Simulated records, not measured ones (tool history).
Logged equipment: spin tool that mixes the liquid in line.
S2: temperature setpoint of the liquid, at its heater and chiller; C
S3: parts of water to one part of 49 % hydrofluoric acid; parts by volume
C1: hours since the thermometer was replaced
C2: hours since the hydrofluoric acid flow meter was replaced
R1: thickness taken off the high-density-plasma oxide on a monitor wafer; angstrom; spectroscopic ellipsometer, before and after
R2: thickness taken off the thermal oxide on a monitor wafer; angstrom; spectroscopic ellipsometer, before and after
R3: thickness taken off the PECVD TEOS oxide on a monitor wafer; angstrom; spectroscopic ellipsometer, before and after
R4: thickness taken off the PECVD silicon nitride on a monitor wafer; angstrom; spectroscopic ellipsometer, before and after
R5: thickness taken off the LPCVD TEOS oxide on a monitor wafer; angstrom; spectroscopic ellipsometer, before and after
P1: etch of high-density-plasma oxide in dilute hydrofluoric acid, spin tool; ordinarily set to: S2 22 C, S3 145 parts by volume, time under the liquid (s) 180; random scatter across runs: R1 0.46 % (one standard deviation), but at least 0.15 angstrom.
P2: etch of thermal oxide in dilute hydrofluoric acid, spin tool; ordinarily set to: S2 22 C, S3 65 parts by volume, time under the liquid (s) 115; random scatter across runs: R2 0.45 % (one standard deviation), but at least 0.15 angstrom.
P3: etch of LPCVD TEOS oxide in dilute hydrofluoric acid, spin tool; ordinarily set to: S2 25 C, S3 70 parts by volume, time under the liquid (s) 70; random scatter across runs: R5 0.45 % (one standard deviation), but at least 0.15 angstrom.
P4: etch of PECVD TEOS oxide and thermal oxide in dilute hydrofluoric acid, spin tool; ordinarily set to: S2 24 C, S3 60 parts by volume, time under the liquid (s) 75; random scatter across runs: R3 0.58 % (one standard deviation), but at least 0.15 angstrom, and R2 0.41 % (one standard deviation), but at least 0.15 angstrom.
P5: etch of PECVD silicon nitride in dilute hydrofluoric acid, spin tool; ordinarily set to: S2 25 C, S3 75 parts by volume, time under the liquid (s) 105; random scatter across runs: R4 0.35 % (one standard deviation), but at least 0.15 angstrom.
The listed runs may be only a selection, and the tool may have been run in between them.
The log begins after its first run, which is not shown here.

Run 2, hour 8.4: process that ran P2, S2 22 C, S3 65 parts by volume, time under the liquid (s) 200; C1 920.5; C2 268.5. Result: R2 135.860 angstrom.
Run 3, hour 11.6: process that ran P1, S2 22 C, S3 80 parts by volume, time under the liquid (s) 340; C1 923.7; C2 271.7. Result: R1 247.580 angstrom.
Run 4, hour 17.3: process that ran P4, S2 24 C, S3 60 parts by volume, time under the liquid (s) 75; C1 929.4; C2 277.4. Result: R2 60.402 angstrom, R3 205.16 angstrom.
At hour 20.2: thermometer replaced.
Run 5, hour 22.4: process that ran P1, S2 22 C, S3 145 parts by volume, time under the liquid (s) 180; C1 2.3; C2 282.5. Result: R1 67.674 angstrom.
Run 6, hour 29.2: process that ran P5, S2 25 C, S3 75 parts by volume, time under the liquid (s) 105; C1 9.1; C2 289.3. Result: R4 86.471 angstrom.
Run 7, hour 35.2: process that ran P3, S2 25 C, S3 70 parts by volume, time under the liquid (s) 70; C1 15.1; C2 295.3. Result: R5 175.25 angstrom.
Run 8, hour 40.2: process that ran P1, S2 22 C, S3 145 parts by volume, time under the liquid (s) 300; C1 20.1; C2 300.3. Result: R1 112.300 angstrom.
Run 9, hour 46.7: process that ran P2, S2 22 C, S3 105 parts by volume, time under the liquid (s) 115; C1 26.6; C2 306.8. Result: R2 45.403 angstrom.
Run 10, hour 51.6: process that ran P1, S2 22 C, S3 145 parts by volume, time under the liquid (s) 80; C1 31.5; C2 311.7. Result: R1 29.929 angstrom.
Run 11, hour 55.4: process that ran P3, S2 25 C, S3 70 parts by volume, time under the liquid (s) 105; C1 35.3; C2 315.5. Result: R5 262.78 angstrom.
Run 12, hour 61.8: process that ran P2, S2 28 C, S3 65 parts by volume, time under the liquid (s) 115; C1 41.7; C2 321.9. Result: R2 98.971 angstrom.
Run 13, hour 67.4: process that ran P3, S2 25 C, S3 40 parts by volume, time under the liquid (s) 70; C1 47.3; C2 327.5. Result: R5 319.26 angstrom.
Run 14, hour 70.5: process that ran P5, S2 25 C, S3 35 parts by volume, time under the liquid (s) 105; C1 50.4; C2 330.6. Result: R4 182.110 angstrom.
Run 15, hour 75.7: process that ran P1, S2 22 C, S3 210 parts by volume, time under the liquid (s) 180; C1 55.6; C2 335.8. Result: R1 42.982 angstrom.
Run 16, hour 82.0: process that ran P4, S2 24 C, S3 60 parts by volume, time under the liquid (s) 75; C1 61.9; C2 342.1. Result: R2 60.106 angstrom, R3 204.72 angstrom.
Run 17, hour 85.6: process that ran P1, S2 22 C, S3 145 parts by volume, time under the liquid (s) 180; C1 65.5; C2 345.7. Result: R1 67.023 angstrom.
At hour 86.5: hydrofluoric acid flow meter replaced.
Run 18, hour 92.3: process that ran P4, S2 24 C, S3 90 parts by volume, time under the liquid (s) 75; C1 72.2; C2 5.8. Result: R2 38.910 angstrom, R3 131.23 angstrom.
Run 19, hour 95.4: process that ran P1, S2 17 C, S3 205 parts by volume, time under the liquid (s) 180; C1 75.3; C2 8.9. Result: R1 36.705 angstrom.
Run 20, hour 101.7: process that ran P1, S2 22 C, S3 145 parts by volume, time under the liquid (s) 180; C1 81.6; C2 15.2. Result: R1 66.609 angstrom.
Run 21, hour 105.3: process that ran P1, S2 17 C, S3 145 parts by volume, time under the liquid (s) 180; C1 85.2; C2 18.8. Result: R1 55.188 angstrom.
Run 22, hour 111.8: process that ran P4, S2 24 C, S3 60 parts by volume, time under the liquid (s) 40; C1 91.7; C2 25.3. Result: R2 32.252 angstrom, R3 108.66 angstrom.

For run 23, what comes out?
Run 23, hour 114.7: process that ran P2, S2 22 C, S3 65 parts by volume, time under the liquid (s) 115; C1 94.6; C2 28.2. Result: R2 ?.

Run 23 yielded R2 77.533 angstrom.
